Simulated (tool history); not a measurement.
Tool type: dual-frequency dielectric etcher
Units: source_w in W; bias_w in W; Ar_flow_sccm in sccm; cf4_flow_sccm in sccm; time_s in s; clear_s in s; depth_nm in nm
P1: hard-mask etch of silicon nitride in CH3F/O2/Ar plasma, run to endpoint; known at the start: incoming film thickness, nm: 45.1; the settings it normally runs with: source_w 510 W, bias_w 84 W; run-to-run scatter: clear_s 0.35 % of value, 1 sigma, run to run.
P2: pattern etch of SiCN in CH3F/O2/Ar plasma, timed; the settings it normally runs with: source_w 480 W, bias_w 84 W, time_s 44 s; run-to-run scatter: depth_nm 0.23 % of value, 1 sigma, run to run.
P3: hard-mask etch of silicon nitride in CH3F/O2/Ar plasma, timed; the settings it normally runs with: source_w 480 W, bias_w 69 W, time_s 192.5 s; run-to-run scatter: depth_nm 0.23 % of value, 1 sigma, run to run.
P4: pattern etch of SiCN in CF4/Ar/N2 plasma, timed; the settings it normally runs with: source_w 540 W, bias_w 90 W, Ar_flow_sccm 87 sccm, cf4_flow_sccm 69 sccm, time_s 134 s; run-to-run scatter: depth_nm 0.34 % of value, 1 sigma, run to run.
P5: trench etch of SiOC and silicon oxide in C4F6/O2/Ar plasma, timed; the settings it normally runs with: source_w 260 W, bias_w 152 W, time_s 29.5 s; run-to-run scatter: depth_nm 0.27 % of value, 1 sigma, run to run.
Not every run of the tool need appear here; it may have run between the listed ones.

| run | day | process | source_w | bias_w | Ar_flow_sccm | cf4_flow_sccm | time_s | hours since the last wet clean | hours since the last source power generator calibration | hours since the last bias power generator calibration | clear_s | depth_nm |
|---|---|---|---|---|---|---|---|---|---|---|---|---|
| 1 | 0.383 | P1 | 510 | 84 |  |  |  | 280.6 | 2517.3 | 1001.5 | 55.016 |  |
| 2 | 0.662 | P4 | 540 | 90 | 87 | 69 | 134 | 287.3 | 2524 | 1008.2 |  | 146.78 |
| 3 | 0.908 | P1 | 660 | 84 |  |  |  | 293.2 | 2529.9 | 1014.1 | 49.82 |  |
| 4 | 1.471 | P4 | 540 | 90 | 62 | 69 | 134 | 306.7 | 2543.4 | 1027.6 |  | 154.3 |
| 5 | 1.933 | P4 | 540 | 56 | 87 | 69 | 134 | 317.8 | 2554.5 | 1038.7 |  | 125.67 |
| 6 | 2.329 | P4 | 540 | 90 | 87 | 69 | 134 | 327.3 | 2564 | 1048.2 |  | 146.84 |
| 7 | 2.621 | P1 | 510 | 65 |  |  |  | 334.3 | 2571 | 1055.2 | 60.378 |  |
| 8 | 2.962 | P5 | 260 | 123 |  |  | 29.5 | 342.5 | 2579.2 | 1063.4 |  | 44.146 |
| 9 | 3.471 | P1 | 510 | 84 |  |  |  | 354.7 | 2591.4 | 1075.6 | 55.319 |  |
| 10 | 3.929 | P5 | 260 | 152 |  |  | 18 | 365.7 | 2602.4 | 1086.6 |  | 28.938 |
| 11 | 4.392 | P5 | 260 | 152 |  |  | 29.5 | 376.8 | 2613.5 | 1097.7 |  | 47.44 |
| 12 | 4.767 | P4 | 540 | 90 | 87 | 69 | 164 | 385.8 | 2622.5 | 1106.7 |  | 180.84 |
| 13 | 5.317 | P1 | 610 | 112 |  |  |  | 399 | 2635.7 | 1119.9 | 46.733 |  |
| 14 | 5.638 | P1 | 300 | 84 |  |  |  | 406.7 | 2643.4 | 1127.6 | 66.931 |  |
|  | 5.683 | source power generator calibrated |
| 15 | 6.071 | P4 | 320 | 90 | 87 | 69 | 134 | 417.1 | 9.3 | 1138 |  | 93.77 |
| 16 | 6.4 | P3 | 480 | 46 |  |  | 192.5 | 425 | 17.2 | 1145.9 |  | 130.77 |
| 17 | 6.758 | P2 | 480 | 58 |  |  | 44 | 433.6 | 25.8 | 1154.5 |  | 15.828 |
| 18 | 7.321 | P1 | 510 | 84 |  |  |  | 447.1 | 39.3 | 1168 | 54.708 |  |
| 19 | 7.721 | P1 | 510 | 84 |  |  |  | 456.7 | 48.9 | 1177.6 | 55.177 |  |
| 20 | 8.05 | P3 | 480 | 69 |  |  | 282 | 464.6 | 56.8 | 1185.5 |  | 218.04 |
| 21 | 8.296 | P1 | 510 | 101 |  |  |  | 470.5 | 62.7 | 1191.4 | 51.513 |  |
| 22 | 8.758 | P2 | 480 | 84 |  |  | 44 | 481.6 | 73.8 | 1202.5 |  | 18.135 |
| 23 | 9.283 | P5 | 260 | 152 |  |  | 29.5 | 494.2 | 86.4 | 1215.1 |  | 47.58 |
| 24 | 9.571 | P5 | 200 | 152 |  |  | 29.5 | 501.1 | 93.3 | 1222 |  | 42.824 |
| 25 | 10.058 | P1 | 510 | 84 |  |  |  | 512.8 | 105 | 1233.7 | 55.136 |  |
| 26 | 10.383 | P1 | 510 | 84 |  |  |  | 520.6 | 112.8 | 1241.5 | 55.641 |  |
| 27 | 10.662 | P2 | 370 | 84 |  |  | 44 | 527.3 | 119.5 | 1248.2 |  | 16.336 |
| 28 | 11.171 | P3 | 480 | 69 |  |  | 192.5 | 539.5 | 131.7 | 1260.4 |  | 149.1 |
| 29 | 11.512 | P3 | 290 | 69 |  |  | 192.5 | 547.7 | 139.9 | 1268.6 |  | 123.15 |
| 30 | 11.917 | P2 | 480 | 84 |  |  | 34.5 | 557.4 | 149.6 | 1278.3 |  | 14.217 |
| 31 | 12.175 | P1 | 510 | 84 |  |  |  | 563.6 | 155.8 | 1284.5 | 55.405 |  |
| 32 | 12.462 | P4 | 540 | 90 | 87 | 51 | 134 | 570.5 | 162.7 | 1291.4 |  | 141.09 |
| 33 | 12.721 | P1 | 360 | 113 |  |  |  | 576.7 | 168.9 | 1297.6 | 56.232 |  |
| 34 | 13.233 | P1 | 510 | 84 |  |  |  | 589 | 181.2 | 1309.9 | 54.976 |  |
| 35 | 13.783 | P1 | 510 | 84 |  |  |  | 602.2 | 194.4 | 1323.1 | 55.458 |  |
| 36 | 14.267 | P1 | 510 | 84 |  |  |  | 613.8 | 206 | 1334.7 | 55.589 |  |
| 37 | 14.8 | P1 | 510 | 84 |  |  |  | 626.6 | 218.8 | 1347.5 | 56.171 |  |
|  | 15.212 | wet clean of the chamber |
| 38 | 15.267 | P1 | 510 | 84 |  |  |  | 1.3 | 230 | 1358.7 | 56.028 |  |
| 39 | 15.562 | P1 | 510 | 84 |  |  |  | 8.4 | 237.1 | 1365.8 | 56.184 |  |
| 40 | 15.858 | P1 | 510 | 84 |  |  |  | 15.5 | 244.2 | 1372.9 | 56.237 |  |
| 41 | 16.175 | P1 | 510 | 84 |  |  |  | 23.1 | 251.8 | 1380.5 | 56.528 |  |
| 42 | 16.712 | P1 | 510 | 84 |  |  |  | 36 | 264.7 | 1393.4 | 56.016 |  |

The log shows P1 creeping away from where it was. Any of the 2 causes listed here, at the size stated for it, fits the log just as well as the others:
A: source power that arrives under what is set, % = 4.51
B: bias power that arrives under what is set, % = 4.9
At approximately day 13.233, the process output began to creep.
Excluded causes, each with its reason:
chamber walls in a state that lowers the etch rate, %: serviced at day 15.212, which brought nothing back

Which of the 4 check runs listed below, each an average over 2 wafers with its results shown as question marks, gives clearly different results under the different listed causes?
| check 1 | 17.25 | P5 | 260 | 152 |  |  | 29.5 |  |  |  |  | ? |
| check 2 | 17.25 | P2 | 480 | 84 |  |  | 44 |  |  |  |  | ? |
| check 3 | 17.25 | P4 | 540 | 90 | 87 | 69 | 134 |  |  |  |  | ? |
| check 4 | 17.25 | P3 | 480 | 69 |  |  | 192.5 |  |  |  |  | ? |

What every check run would give for each of its results, assuming each possible cause in turn:
| check | result | if A | if B |
|---|---|---|---|
| check 1 | depth_nm | 46.506 | 46.609 |
| check 2 | depth_nm | 17.777 | 17.764 |
| check 3 | depth_nm | 141.49 | 144.77 |
| check 4 | depth_nm | 146.16 | 146.29 |
Separation of the two closest causes in each check, using whichever result separates them best: check 1 0.22 %; check 2 0.08 %; check 3 2.29 %; check 4 0.09 %
Only check 3 tells the causes apart: in the others they would give nearly the same result.

After running check 3, the following was obtained: depth_nm 144.51 nm. Which cause does this point to?

It is B: bias power that arrives under what is set, %.

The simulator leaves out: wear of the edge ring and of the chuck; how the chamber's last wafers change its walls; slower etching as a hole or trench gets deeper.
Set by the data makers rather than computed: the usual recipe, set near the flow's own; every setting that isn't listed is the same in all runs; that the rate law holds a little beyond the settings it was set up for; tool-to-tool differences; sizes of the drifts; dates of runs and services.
